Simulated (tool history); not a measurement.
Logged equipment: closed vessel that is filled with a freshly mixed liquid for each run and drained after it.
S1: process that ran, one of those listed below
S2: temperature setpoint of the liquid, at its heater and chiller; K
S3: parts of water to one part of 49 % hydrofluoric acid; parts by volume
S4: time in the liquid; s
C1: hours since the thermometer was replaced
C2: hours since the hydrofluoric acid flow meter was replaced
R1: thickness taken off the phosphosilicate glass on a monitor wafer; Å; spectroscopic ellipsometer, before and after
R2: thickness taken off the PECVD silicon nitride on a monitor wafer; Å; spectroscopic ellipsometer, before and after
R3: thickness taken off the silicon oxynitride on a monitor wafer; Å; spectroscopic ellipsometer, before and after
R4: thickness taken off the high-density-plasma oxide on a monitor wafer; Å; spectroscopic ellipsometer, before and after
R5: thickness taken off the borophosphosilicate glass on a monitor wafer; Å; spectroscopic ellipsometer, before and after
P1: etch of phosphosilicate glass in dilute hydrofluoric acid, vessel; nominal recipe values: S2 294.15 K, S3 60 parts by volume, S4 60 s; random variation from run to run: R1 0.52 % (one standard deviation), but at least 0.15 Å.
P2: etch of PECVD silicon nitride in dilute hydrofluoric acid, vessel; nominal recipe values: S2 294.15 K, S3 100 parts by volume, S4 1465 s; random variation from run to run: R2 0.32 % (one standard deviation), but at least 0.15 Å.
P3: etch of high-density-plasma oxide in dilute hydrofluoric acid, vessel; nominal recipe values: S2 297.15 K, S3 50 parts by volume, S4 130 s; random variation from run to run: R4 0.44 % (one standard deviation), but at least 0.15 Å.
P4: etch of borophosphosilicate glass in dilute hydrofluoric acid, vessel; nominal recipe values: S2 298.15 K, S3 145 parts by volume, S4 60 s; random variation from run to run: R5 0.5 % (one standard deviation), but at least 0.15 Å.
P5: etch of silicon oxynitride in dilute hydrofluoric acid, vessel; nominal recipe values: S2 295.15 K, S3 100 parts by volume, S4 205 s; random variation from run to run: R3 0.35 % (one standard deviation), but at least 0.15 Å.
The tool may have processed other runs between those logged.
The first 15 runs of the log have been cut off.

run,hour,S1,S2,S3,S4,C1,C2,R1,R2,R3,R4,R5
16,180.9,P1,294.15,105,60,137.5,505.2,718.65,,,,
17,190.4,P1,290.15,30,60,147,514.7,2308.4,,,,
18,199,P1,302.15,40,60,155.6,523.3,2812.6,,,,
19,211.1,P4,298.15,145,95,167.7,535.4,,,,,417.34
20,223,P5,295.15,100,205,179.6,547.3,,,66.198,,
21,233.4,P5,302.15,100,205,190,557.7,,,91.766,,
22,242.8,P1,294.15,85,110,199.4,567.1,1661.6,,,,
23,252.2,P4,290.15,145,60,208.8,576.5,,,,,190.57
24,260.4,P3,297.15,50,30,217,584.7,,,,50.282,
25,271.2,P1,294.15,60,60,227.8,595.5,1323.9,,,,
26,286.2,P5,295.15,100,365,242.8,610.5,,,118.29,,

Forecast run 27:
27,301,P3,305.15,50,130,257.6,625.3,,,,?,

Run 27 came out at R4 301.98 Å.
